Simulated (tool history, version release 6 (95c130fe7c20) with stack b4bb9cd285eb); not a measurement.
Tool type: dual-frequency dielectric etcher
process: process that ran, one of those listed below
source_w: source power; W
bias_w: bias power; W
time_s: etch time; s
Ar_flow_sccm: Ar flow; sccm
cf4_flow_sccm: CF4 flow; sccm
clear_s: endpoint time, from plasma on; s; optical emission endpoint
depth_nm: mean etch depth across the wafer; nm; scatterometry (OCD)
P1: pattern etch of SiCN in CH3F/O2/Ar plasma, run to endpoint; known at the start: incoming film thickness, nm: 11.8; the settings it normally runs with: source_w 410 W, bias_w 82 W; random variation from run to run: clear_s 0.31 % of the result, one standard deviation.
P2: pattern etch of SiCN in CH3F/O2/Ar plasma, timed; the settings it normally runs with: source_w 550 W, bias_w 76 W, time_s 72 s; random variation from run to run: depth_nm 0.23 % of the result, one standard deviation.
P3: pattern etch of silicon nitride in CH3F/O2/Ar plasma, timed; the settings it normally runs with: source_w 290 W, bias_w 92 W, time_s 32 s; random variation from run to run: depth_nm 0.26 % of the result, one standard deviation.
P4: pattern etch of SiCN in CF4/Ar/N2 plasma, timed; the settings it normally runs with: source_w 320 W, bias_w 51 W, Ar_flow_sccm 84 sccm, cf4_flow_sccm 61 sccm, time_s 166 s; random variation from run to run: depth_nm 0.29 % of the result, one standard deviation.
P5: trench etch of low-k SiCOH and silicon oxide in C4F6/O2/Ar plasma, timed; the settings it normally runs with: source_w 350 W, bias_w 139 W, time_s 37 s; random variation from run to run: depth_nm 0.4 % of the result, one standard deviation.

run   hour  process  source_w  bias_w  time_s  Ar_flow_sccm  cf4_flow_sccm  hours since the last wet clean  hours since the last source power generator calibration  hours since the last bias power generator calibration  clear_s  depth_nm
  1      4       P1       410      82                                                                291.6                                                   2249.7                                                 2232.1   29.315
  2    5.9       P1       410      82                                                                293.5                                                   2251.6                                                   2234   29.341
  3    8.9       P2       550      58      72                                                        296.5                                                   2254.6                                                   2237             27.167
  4   10.9       P3       290      92      32                                                        298.5                                                   2256.6                                                   2239             21.656
  5   14.7       P1       560      96                                                                302.3                                                   2260.4                                                 2242.8   24.552
  6   18.9       P2       550      76      72                                                        306.5                                                   2264.6                                                   2247             29.852
  7     22       P2       670      76      72                                                        309.6                                                   2267.7                                                 2250.1             32.237
  8   25.9       P4       320      61     166            84             61                           313.5                                                   2271.6                                                   2254             99.854
  9     29       P2       550      76      72                                                        316.6                                                   2274.7                                                 2257.1             29.756
 10   31.3       P5       430     139      37                                                        318.9                                                     2277                                                 2259.4             108.28
 11   33.6       P4       320      51     115            84             61                           321.2                                                   2279.3                                                 2261.7             65.234
 12   36.9       P5       350     139      37                                                        324.5                                                   2282.6                                                   2265             100.14
 13   41.2       P4       400      51     166            84             61                           328.8                                                   2286.9                                                 2269.3             114.71
        43  -- bias power generator calibrated
 14   43.9       P4       320      51     166            84             84                           331.5                                                   2289.6                                                      1             98.511
 15   46.9       P1       410      82                                                                334.5                                                   2292.6                                                      4   29.307
 16     51       P2       550      76      92                                                        338.6                                                   2296.7                                                    8.1             38.273
 17   53.3       P1       570      82                                                                340.9                                                     2299                                                   10.4    25.79
 18   57.4       P4       320      51     166            84             61                             345                                                   2303.1                                                   14.5             93.877
 19   61.1       P3       290     113      32                                                        348.7                                                   2306.8                                                   18.2             23.416
 20   64.3       P5       350     139      48                                                        351.9                                                     2310                                                   21.4             130.62
 21   67.2       P1       540      99                                                                354.8                                                   2312.9                                                   24.3   24.704
 22   71.5       P5       350     192      37                                                        359.1                                                   2317.2                                                   28.6             110.93
 23   73.5       P1       530      98                                                                361.1                                                   2319.2                                                   30.6   25.049
 24   77.4       P1       410      82                                                                  365                                                   2323.1                                                   34.5   29.128
 25     81       P1       270      82                                                                368.6                                                   2326.7                                                   38.1   34.119
 26     84       P4       320      51     166            68             61                           371.6                                                   2329.7                                                   41.1             97.199
 27   87.9       P1       410      55                                                                375.5                                                   2333.6                                                     45   33.681
 28   91.8       P3       370      92      32                                                        379.4                                                   2337.5                                                   48.9             23.693
 29   95.2       P3       290      92      40                                                        382.8                                                   2340.9                                                   52.3             27.203
 30   97.5       P1       410     111                                                                385.1                                                   2343.2                                                   54.6   26.207
 31   99.4       P1       410      82                                                                  387                                                   2345.1                                                   56.5   29.374
 32  103.2       P1       410      82                                                                390.8                                                   2348.9                                                   60.3   29.051
 33  105.8       P1       410      82                                                                393.4                                                   2351.5                                                   62.9   28.945
     108.9  -- wet clean of the chamber
 34  109.3       P1       410      82                                                                  0.5                                                     2355                                                   66.4   28.988
 35  113.5       P1       410      82                                                                  4.7                                                   2359.2                                                   70.6   29.075
 36  116.6       P1       410      82                                                                  7.8                                                   2362.3                                                   73.7    28.93
 37  118.5       P1       410      82                                                                  9.7                                                   2364.2                                                   75.6   28.765
 38  122.6       P1       410      82                                                                 13.8                                                   2368.3                                                   79.7   28.646

What P1 gives has crept off from where it sat before. The 2 causes that follow fit the log equally well, each at the size noted:
A: bias power that arrives over what is set, % = 4.35
B: source power that arrives over what is set, % = 4.24
Creep in the process output first set in at about hour 99.4.
Why every other cause is out:
chamber walls in a state that raises the etch rate, %: serviced at hour 108.9, which brought nothing back

Consider the 4 single-wafer check runs listed below, results given as question marks: which one distinguishes between the causes by giving clearly different results for each?
check 1  126.7       P4       320      51     166            84             61                                                                                                                                                                  ?
check 2  126.7       P2       550      76      72                                                                                                                                                                                               ?
check 3  126.7       P5       350     139      37                                                                                                                                                                                               ?
check 4  126.7       P3       290      92      32                                                                                                                                                                                               ?

Expected result of each check under each candidate cause:
  check    result    if A    if B
check 1  depth_nm  95.194  97.379
check 2  depth_nm   30.31  30.332
check 3  depth_nm  101.28  101.64
check 4  depth_nm  22.023  22.016
Per check, the gap between the least separated pair of causes, taken in the result that splits them most: check 1 2.27 %; check 2 0.07 %; check 3 0.35 %; check 4 0.03 %
Check 1 distinguishes between the causes, while the remaining checks would return nearly the same result for all of them.

After running check 1, the following was obtained: depth_nm 97.129 nm. Which cause does this point to?

B is the cause: source power that arrives over what is set, %.
